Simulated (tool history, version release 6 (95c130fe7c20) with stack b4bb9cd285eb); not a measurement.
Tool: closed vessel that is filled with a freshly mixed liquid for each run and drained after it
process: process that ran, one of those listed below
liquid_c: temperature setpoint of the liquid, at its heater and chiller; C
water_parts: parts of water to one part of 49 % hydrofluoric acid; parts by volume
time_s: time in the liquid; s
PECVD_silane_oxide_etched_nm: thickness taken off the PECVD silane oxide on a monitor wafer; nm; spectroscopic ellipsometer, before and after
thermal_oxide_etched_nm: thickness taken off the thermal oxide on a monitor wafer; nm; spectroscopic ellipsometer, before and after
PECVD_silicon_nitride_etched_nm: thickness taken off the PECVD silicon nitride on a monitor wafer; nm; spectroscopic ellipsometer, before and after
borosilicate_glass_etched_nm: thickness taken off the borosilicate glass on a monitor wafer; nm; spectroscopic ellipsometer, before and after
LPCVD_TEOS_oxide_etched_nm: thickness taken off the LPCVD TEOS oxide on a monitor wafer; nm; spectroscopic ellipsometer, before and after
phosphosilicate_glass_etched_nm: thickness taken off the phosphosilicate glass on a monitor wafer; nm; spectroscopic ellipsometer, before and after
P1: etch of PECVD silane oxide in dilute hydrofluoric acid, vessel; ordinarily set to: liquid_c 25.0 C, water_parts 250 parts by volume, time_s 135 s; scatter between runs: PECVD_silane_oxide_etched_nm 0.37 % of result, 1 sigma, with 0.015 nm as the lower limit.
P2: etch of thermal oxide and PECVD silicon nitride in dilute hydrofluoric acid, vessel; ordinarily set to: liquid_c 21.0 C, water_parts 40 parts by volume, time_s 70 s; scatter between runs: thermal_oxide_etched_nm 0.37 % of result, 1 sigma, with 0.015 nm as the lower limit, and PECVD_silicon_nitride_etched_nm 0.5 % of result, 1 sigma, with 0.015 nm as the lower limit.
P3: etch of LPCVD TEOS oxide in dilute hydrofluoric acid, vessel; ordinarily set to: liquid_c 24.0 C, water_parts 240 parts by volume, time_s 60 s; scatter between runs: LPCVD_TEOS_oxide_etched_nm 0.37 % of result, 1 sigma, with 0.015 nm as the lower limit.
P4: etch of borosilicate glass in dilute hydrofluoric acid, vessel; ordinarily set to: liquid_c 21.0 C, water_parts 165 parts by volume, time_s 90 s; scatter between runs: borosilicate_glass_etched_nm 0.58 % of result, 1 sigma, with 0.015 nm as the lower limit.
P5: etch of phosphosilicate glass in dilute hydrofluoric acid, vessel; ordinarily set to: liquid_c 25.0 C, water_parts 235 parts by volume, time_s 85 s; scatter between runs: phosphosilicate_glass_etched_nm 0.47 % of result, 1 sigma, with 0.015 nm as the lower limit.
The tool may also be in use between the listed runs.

run	day	process	liquid_c	water_parts	time_s	hours since the thermometer was replaced	hours since the hydrofluoric acid flow meter was replaced	PECVD_silane_oxide_etched_nm	thermal_oxide_etched_nm	PECVD_silicon_nitride_etched_nm	borosilicate_glass_etched_nm	LPCVD_TEOS_oxide_etched_nm	phosphosilicate_glass_etched_nm
1	0.192	P1	25.0	250	135	546.4	122.2	9.9791					
2	0.342	P2	21.0	60	70	550.0	125.8		4.6626	4.5057			
3	0.483	P4	26.5	165	90	553.4	129.2				26.0490		
4	0.658	P4	21.0	280	90	557.6	133.4				11.1090		
5	0.817	P3	24.0	85	60	561.4	137.2					29.9240	
6	0.996	P1	25.0	410	135	565.7	141.5	5.1624					
7	1.175	P3	20.0	240	60	570.0	145.8					7.6505	
8	1.304	P1	28.5	355	135	573.1	148.9	7.0224					
9	1.467	P2	21.0	40	70	577.0	152.8		7.1925	6.7732			
10	1.633	P1	25.0	250	135	581.0	156.8	9.8379					
11	1.788	P1	32.0	250	135	584.7	160.5	12.5560					
12	1.929	P3	24.0	240	60	588.1	163.9					8.9293	
13	2.125	P1	25.0	250	135	592.8	168.6	9.8946					
14	2.283	P4	21.0	165	90	596.6	172.4				21.0120		
15	2.375	P2	21.0	40	100	598.8	174.6		10.2480	9.5548			
16	2.538	P1	25.0	250	225	602.7	178.5	16.4830					
17	2.654	P5	25.0	95	85	605.5	181.3						101.320
18	2.767	P5	25.0	235	85	608.2	184.0						34.565
19	2.875	P1	25.0	45	135	610.8	186.6	70.6960					
20	3.058	P4	21.0	165	90	615.2	191.0				21.2410		
21	3.196	P3	24.0	240	85	618.5	194.3					12.6700	
22	3.338	P2	17.0	40	70	621.9	197.7		6.0302	5.0555			
23	3.496	P5	25.0	235	160	625.7	201.5						65.811
24	3.658	P5	31.0	235	85	629.6	205.4						42.590
25	3.821	P1	25.0	105	70	633.5	209.3	14.3030					
26	3.992	P3	24.0	240	60	637.6	213.4					8.9077	
27	4.167	P1	29.0	380	135	641.8	217.6	6.4761					
28	4.325	P4	21.0	165	30	645.6	221.4				7.0212		
29	4.500	P1	25.0	250	35	649.8	225.6	2.5574					
30	4.596	P1	25.0	250	135	652.1	227.9	9.8510					
31	4.771	P2	21.0	40	70	656.3	232.1		7.2120	6.7213			
32	4.929	P1	20.0	250	135	660.1	235.9	8.2817					

What does the tool deliver on the next run?
33	5.092	P1	25.0	250	135	664.0	239.8	?					

Run 33 produced PECVD_silane_oxide_etched_nm 9.9466 nm.

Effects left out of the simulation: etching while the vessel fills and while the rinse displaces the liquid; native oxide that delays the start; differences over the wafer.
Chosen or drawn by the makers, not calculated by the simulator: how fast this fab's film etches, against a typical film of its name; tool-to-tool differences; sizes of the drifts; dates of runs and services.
